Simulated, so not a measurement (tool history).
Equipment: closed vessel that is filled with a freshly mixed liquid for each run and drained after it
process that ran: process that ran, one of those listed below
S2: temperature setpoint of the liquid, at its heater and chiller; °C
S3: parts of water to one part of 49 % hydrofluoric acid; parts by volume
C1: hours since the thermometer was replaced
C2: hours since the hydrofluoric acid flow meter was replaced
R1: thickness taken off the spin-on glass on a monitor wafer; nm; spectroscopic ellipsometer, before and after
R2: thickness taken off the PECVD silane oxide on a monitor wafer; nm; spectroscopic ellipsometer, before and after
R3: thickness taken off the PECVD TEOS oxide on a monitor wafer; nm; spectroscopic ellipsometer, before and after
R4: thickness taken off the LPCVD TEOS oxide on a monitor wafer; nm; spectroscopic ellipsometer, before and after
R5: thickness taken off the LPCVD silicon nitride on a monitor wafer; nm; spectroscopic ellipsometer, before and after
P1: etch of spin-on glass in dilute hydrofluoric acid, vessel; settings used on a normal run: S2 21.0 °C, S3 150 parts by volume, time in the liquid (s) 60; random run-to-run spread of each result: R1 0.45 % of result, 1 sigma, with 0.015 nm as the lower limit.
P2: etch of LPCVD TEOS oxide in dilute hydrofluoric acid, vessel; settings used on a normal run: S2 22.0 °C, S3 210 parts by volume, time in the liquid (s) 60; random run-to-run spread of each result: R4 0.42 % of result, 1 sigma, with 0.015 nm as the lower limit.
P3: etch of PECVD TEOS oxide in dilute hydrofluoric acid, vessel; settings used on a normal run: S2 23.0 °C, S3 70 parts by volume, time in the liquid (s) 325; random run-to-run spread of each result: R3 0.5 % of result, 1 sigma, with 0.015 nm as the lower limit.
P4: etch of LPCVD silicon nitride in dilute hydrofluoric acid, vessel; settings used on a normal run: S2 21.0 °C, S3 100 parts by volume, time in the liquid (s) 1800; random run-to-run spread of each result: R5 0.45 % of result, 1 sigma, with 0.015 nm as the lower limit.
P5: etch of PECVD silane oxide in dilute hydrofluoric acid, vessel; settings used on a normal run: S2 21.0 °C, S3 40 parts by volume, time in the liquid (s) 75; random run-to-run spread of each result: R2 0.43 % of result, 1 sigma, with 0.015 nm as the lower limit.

Run 1, hour 7.9: process that ran P1, S2 21.0 °C, S3 150 parts by volume, time in the liquid (s) 60; C1 1729.6; C2 384.2. Result: R1 22.3310 nm.
Run 2, hour 21.5: process that ran P5, S2 21.0 °C, S3 40 parts by volume, time in the liquid (s) 75; C1 1743.2; C2 397.8. Result: R2 38.081 nm.
Run 3, hour 32.8: process that ran P1, S2 21.0 °C, S3 205 parts by volume, time in the liquid (s) 30; C1 1754.5; C2 409.1. Result: R1 7.6818 nm.
Run 4, hour 45.2: process that ran P1, S2 24.5 °C, S3 250 parts by volume, time in the liquid (s) 60; C1 1766.9; C2 421.5. Result: R1 13.7940 nm.
Run 5, hour 58.0: process that ran P1, S2 21.0 °C, S3 150 parts by volume, time in the liquid (s) 60; C1 1779.7; C2 434.3. Result: R1 22.4520 nm.
Run 6, hour 64.5: process that ran P1, S2 21.0 °C, S3 75 parts by volume, time in the liquid (s) 60; C1 1786.2; C2 440.8. Result: R1 48.5760 nm.
Run 7, hour 73.5: process that ran P1, S2 25.0 °C, S3 150 parts by volume, time in the liquid (s) 60; C1 1795.2; C2 449.8. Result: R1 26.1320 nm.
Run 8, hour 83.3: process that ran P3, S2 23.0 °C, S3 70 parts by volume, time in the liquid (s) 570; C1 1805.0; C2 459.6. Result: R3 70.976 nm.
Run 9, hour 93.5: process that ran P2, S2 22.0 °C, S3 210 parts by volume, time in the liquid (s) 60; C1 1815.2; C2 469.8. Result: R4 5.4705 nm.
Run 10, hour 104.5: process that ran P1, S2 21.0 °C, S3 150 parts by volume, time in the liquid (s) 60; C1 1826.2; C2 480.8. Result: R1 22.3470 nm.
Run 11, hour 117.9: process that ran P1, S2 17.0 °C, S3 150 parts by volume, time in the liquid (s) 60; C1 1839.6; C2 494.2. Result: R1 19.0560 nm.
Run 12, hour 126.7: process that ran P3, S2 23.0 °C, S3 25 parts by volume, time in the liquid (s) 325; C1 1848.4; C2 503.0. Result: R3 119.870 nm.
Run 13, hour 132.7: process that ran P5, S2 21.0 °C, S3 40 parts by volume, time in the liquid (s) 30; C1 1854.4; C2 509.0. Result: R2 15.282 nm.
Run 14, hour 144.7: process that ran P5, S2 28.5 °C, S3 40 parts by volume, time in the liquid (s) 75; C1 1866.4; C2 521.0. Result: R2 51.676 nm.
Run 15, hour 153.8: process that ran P1, S2 21.0 °C, S3 150 parts by volume, time in the liquid (s) 60; C1 1875.5; C2 530.1. Result: R1 22.2950 nm.
Run 16, hour 165.9: process that ran P4, S2 21.0 °C, S3 100 parts by volume, time in the liquid (s) 1800; C1 1887.6; C2 542.2. Result: R5 7.4671 nm.
Run 17, hour 174.9: process that ran P1, S2 26.5 °C, S3 30 parts by volume, time in the liquid (s) 60; C1 1896.6; C2 551.2. Result: R1 162.3100 nm.
Run 18, hour 185.7: process that ran P1, S2 21.0 °C, S3 150 parts by volume, time in the liquid (s) 85; C1 1907.4; C2 562.0. Result: R1 31.5650 nm.
Run 19, hour 197.4: process that ran P4, S2 17.0 °C, S3 100 parts by volume, time in the liquid (s) 1800; C1 1919.1; C2 573.7. Result: R5 5.7141 nm.
Run 20, hour 205.2: process that ran P2, S2 22.0 °C, S3 210 parts by volume, time in the liquid (s) 115; C1 1926.9; C2 581.5. Result: R4 10.5400 nm.
Run 21, hour 217.5: process that ran P5, S2 21.0 °C, S3 20 parts by volume, time in the liquid (s) 75; C1 1939.2; C2 593.8. Result: R2 78.230 nm.
Run 22, hour 223.5: process that ran P1, S2 21.0 °C, S3 150 parts by volume, time in the liquid (s) 60; C1 1945.2; C2 599.8. Result: R1 22.6670 nm.
Run 23, hour 235.5: process that ran P4, S2 21.0 °C, S3 170 parts by volume, time in the liquid (s) 1800; C1 1957.2; C2 611.8. Result: R5 4.4778 nm.
At hour 241.1: hydrofluoric acid flow meter replaced.
Run 24, hour 246.7: process that ran P1, S2 21.0 °C, S3 150 parts by volume, time in the liquid (s) 30; C1 1968.4; C2 5.7. Result: R1 11.1810 nm.
Run 25, hour 253.5: process that ran P3, S2 23.0 °C, S3 70 parts by volume, time in the liquid (s) 325; C1 1975.2; C2 12.5. Result: R3 40.434 nm.
Run 26, hour 261.4: process that ran P1, S2 21.0 °C, S3 150 parts by volume, time in the liquid (s) 60; C1 1983.1; C2 20.4. Result: R1 22.3250 nm.
Run 27, hour 275.0: process that ran P2, S2 17.0 °C, S3 210 parts by volume, time in the liquid (s) 60; C1 1996.7; C2 34.0. Result: R4 4.5295 nm.
Run 28, hour 283.5: process that ran P4, S2 21.0 °C, S3 100 parts by volume, time in the liquid (s) 1800; C1 2005.2; C2 42.5. Result: R5 7.5912 nm.
Run 29, hour 294.4: process that ran P3, S2 29.0 °C, S3 70 parts by volume, time in the liquid (s) 325; C1 2016.1; C2 53.4. Result: R3 51.271 nm.
Run 30, hour 303.7: process that ran P2, S2 22.0 °C, S3 365 parts by volume, time in the liquid (s) 60; C1 2025.4; C2 62.7. Result: R4 2.7333 nm.
Run 31, hour 310.6: process that ran P1, S2 21.0 °C, S3 225 parts by volume, time in the liquid (s) 60; C1 2032.3; C2 69.6. Result: R1 13.7000 nm.
Run 32, hour 321.1: process that ran P4, S2 21.0 °C, S3 100 parts by volume, time in the liquid (s) 3500; C1 2042.8; C2 80.1. Result: R5 14.6720 nm.
Run 33, hour 332.0: process that ran P1, S2 21.0 °C, S3 150 parts by volume, time in the liquid (s) 60; C1 2053.7; C2 91.0. Result: R1 22.1450 nm.
Run 34, hour 338.1: process that ran P1, S2 21.0 °C, S3 150 parts by volume, time in the liquid (s) 60; C1 2059.8; C2 97.1. Result: R1 21.8420 nm.
Run 35, hour 348.8: process that ran P1, S2 21.0 °C, S3 150 parts by volume, time in the liquid (s) 60; C1 2070.5; C2 107.8. Result: R1 21.1710 nm.
Run 36, hour 362.4: process that ran P1, S2 21.0 °C, S3 150 parts by volume, time in the liquid (s) 60; C1 2084.1; C2 121.4. Result: R1 20.9860 nm.
Run 37, hour 369.0: process that ran P1, S2 21.0 °C, S3 150 parts by volume, time in the liquid (s) 60; C1 2090.7; C2 128.0. Result: R1 20.7900 nm.
Run 38, hour 378.6: process that ran P1, S2 21.0 °C, S3 150 parts by volume, time in the liquid (s) 60; C1 2100.3; C2 137.6. Result: R1 20.6810 nm.
Run 39, hour 392.4: process that ran P1, S2 21.0 °C, S3 150 parts by volume, time in the liquid (s) 60; C1 2114.1; C2 151.4. Result: R1 20.7950 nm.
Run 40, hour 405.0: process that ran P1, S2 21.0 °C, S3 150 parts by volume, time in the liquid (s) 60; C1 2126.7; C2 164.0. Result: R1 20.7010 nm.

Something has made what P1 gives creep away from where it was; the 2 causes below, each at its own stated size, fit the log equally well:
A: liquid colder than its thermometer reads (K) = 2.09
B: hydrofluoric acid flow below the setpoint (%) = 6.86
The onset of the drift is placed at about hour 332.0.

Below are 4 check runs, each on a single wafer, with their results shown as question marks. Which of them would tell the listed causes apart, meaning the causes would give clearly different results under it?
Run check 1, hour 417.6: process that ran P2, S2 17.0 °C, S3 210 parts by volume, time in the liquid (s) 95. Result: R4 ?.
Run check 2, hour 417.6: process that ran P3, S2 29.0 °C, S3 35 parts by volume, time in the liquid (s) 325. Result: R3 ?.
Run check 3, hour 417.6: process that ran P4, S2 17.5 °C, S3 100 parts by volume, time in the liquid (s) 3490. Result: R5 ?.
Run check 4, hour 417.6: process that ran P5, S2 28.5 °C, S3 40 parts by volume, time in the liquid (s) 45. Result: R2 ?.

Expected result of each check under each candidate cause:
  check  result    if A     if B
check 1      R4  6.5744   6.5669
check 2      R3  99.559  100.500
check 3      R5  9.9470  10.7490
check 4      R2  28.605   28.860
Gap, in per cent, between the two causes that each check separates least, read from the result that separates them most: check 1 0.11 %; check 2 0.95 %; check 3 7.75 %; check 4 0.89 %
The other checks would show nearly matching results whichever cause is true, so check 3 is the only one that separates the causes.

Then check 3 was run and gave: R5 10.8060 nm. Which cause is it?

It is B: hydrofluoric acid flow below the setpoint (%).
